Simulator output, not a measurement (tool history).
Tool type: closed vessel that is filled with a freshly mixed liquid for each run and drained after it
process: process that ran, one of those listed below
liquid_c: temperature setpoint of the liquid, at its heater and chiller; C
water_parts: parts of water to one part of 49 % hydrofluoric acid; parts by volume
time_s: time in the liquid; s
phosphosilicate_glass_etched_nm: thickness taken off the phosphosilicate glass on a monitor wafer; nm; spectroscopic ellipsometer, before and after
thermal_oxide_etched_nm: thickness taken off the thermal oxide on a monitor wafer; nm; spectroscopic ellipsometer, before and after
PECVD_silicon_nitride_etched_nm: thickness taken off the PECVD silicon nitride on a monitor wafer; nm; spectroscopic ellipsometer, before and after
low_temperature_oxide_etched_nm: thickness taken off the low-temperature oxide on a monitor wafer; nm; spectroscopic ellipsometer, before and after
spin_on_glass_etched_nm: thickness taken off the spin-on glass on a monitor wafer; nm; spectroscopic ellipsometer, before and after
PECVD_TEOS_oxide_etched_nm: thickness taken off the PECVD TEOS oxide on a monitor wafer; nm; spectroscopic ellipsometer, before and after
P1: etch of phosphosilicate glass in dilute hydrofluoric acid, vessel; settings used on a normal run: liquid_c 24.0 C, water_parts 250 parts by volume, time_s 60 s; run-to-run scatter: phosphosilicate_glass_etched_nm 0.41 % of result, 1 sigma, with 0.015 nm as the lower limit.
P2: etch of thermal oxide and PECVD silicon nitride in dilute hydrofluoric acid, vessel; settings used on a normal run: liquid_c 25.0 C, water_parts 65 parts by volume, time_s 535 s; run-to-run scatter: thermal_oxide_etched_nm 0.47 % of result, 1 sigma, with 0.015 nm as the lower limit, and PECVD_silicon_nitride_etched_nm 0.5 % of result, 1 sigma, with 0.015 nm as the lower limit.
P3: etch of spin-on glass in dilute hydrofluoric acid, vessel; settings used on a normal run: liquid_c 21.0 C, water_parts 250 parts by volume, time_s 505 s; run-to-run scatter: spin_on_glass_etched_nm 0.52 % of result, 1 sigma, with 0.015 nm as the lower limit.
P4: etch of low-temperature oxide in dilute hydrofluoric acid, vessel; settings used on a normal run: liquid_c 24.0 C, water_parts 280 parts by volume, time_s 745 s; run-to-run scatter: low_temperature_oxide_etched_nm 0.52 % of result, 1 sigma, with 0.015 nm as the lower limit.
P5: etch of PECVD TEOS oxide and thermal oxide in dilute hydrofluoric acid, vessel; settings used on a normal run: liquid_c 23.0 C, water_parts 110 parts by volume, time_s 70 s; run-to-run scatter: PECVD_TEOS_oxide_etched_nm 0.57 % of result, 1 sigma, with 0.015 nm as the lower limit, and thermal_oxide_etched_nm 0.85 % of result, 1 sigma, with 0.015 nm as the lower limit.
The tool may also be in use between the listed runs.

| run | hour | process | liquid_c | water_parts | time_s | phosphosilicate_glass_etched_nm | thermal_oxide_etched_nm | PECVD_silicon_nitride_etched_nm | low_temperature_oxide_etched_nm | spin_on_glass_etched_nm | PECVD_TEOS_oxide_etched_nm |
|---|---|---|---|---|---|---|---|---|---|---|---|
| 1 | 16.0 | P1 | 24.0 | 250 | 60 | 14.8470 |  |  |  |  |  |
| 2 | 31.3 | P1 | 24.0 | 250 | 95 | 23.4840 |  |  |  |  |  |
| 3 | 46.9 | P1 | 24.0 | 250 | 60 | 14.8350 |  |  |  |  |  |
| 4 | 56.1 | P1 | 24.0 | 250 | 30 | 7.3585 |  |  |  |  |  |
| 5 | 68.1 | P1 | 30.5 | 250 | 60 | 18.4730 |  |  |  |  |  |
| 6 | 82.0 | P1 | 24.0 | 340 | 60 | 9.8993 |  |  |  |  |  |
| 7 | 97.3 | P2 | 29.0 | 65 | 535 |  | 50.1860 | 60.939 |  |  |  |
| 8 | 112.8 | P2 | 25.0 | 65 | 535 |  | 42.6610 | 46.579 |  |  |  |
| 9 | 121.7 | P2 | 25.0 | 20 | 535 |  | 145.9500 | 146.920 |  |  |  |
| 10 | 138.4 | P1 | 24.0 | 250 | 60 | 14.8130 |  |  |  |  |  |
| 11 | 156.9 | P1 | 24.0 | 250 | 60 | 14.8550 |  |  |  |  |  |
| 12 | 168.4 | P4 | 24.0 | 280 | 745 |  |  |  | 35.056 |  |  |
| 13 | 182.7 | P3 | 21.0 | 410 | 505 |  |  |  |  | 30.8580 |  |
| 14 | 199.2 | P3 | 21.0 | 250 | 505 |  |  |  |  | 58.3060 |  |
| 15 | 217.7 | P1 | 24.0 | 250 | 60 | 14.7150 |  |  |  |  |  |
| 16 | 226.8 | P5 | 23.0 | 170 | 70 |  | 1.7170 |  |  |  | 3.5251 |
| 17 | 242.5 | P5 | 23.0 | 110 | 70 |  | 2.7957 |  |  |  | 5.7857 |
| 18 | 259.1 | P5 | 23.0 | 110 | 30 |  | 1.2059 |  |  |  | 2.4670 |
| 19 | 274.6 | P1 | 24.0 | 435 | 90 | 10.6500 |  |  |  |  |  |
| 20 | 283.0 | P1 | 17.0 | 250 | 60 | 11.4130 |  |  |  |  |  |
| 21 | 292.6 | P3 | 21.0 | 250 | 30 |  |  |  |  | 3.4549 |  |
| 22 | 302.6 | P5 | 17.0 | 110 | 70 |  | 2.2175 |  |  |  | 4.4935 |
| 23 | 311.1 | P4 | 24.0 | 280 | 1385 |  |  |  | 65.964 |  |  |
| 24 | 322.3 | P1 | 24.0 | 100 | 60 | 43.4910 |  |  |  |  |  |
| 25 | 339.5 | P3 | 27.0 | 250 | 505 |  |  |  |  | 71.6790 |  |
| 26 | 352.5 | P1 | 24.0 | 250 | 60 | 14.6750 |  |  |  |  |  |
| 27 | 370.0 | P5 | 23.0 | 110 | 70 |  | 2.8505 |  |  |  | 5.7984 |

Run 28 has not been measured yet. What should we expect?
| 28 | 382.4 | P3 | 21.0 | 250 | 505 |  |  |  |  | ? |  |

{"run 28": {"spin_on_glass_etched_nm": 57.513}}
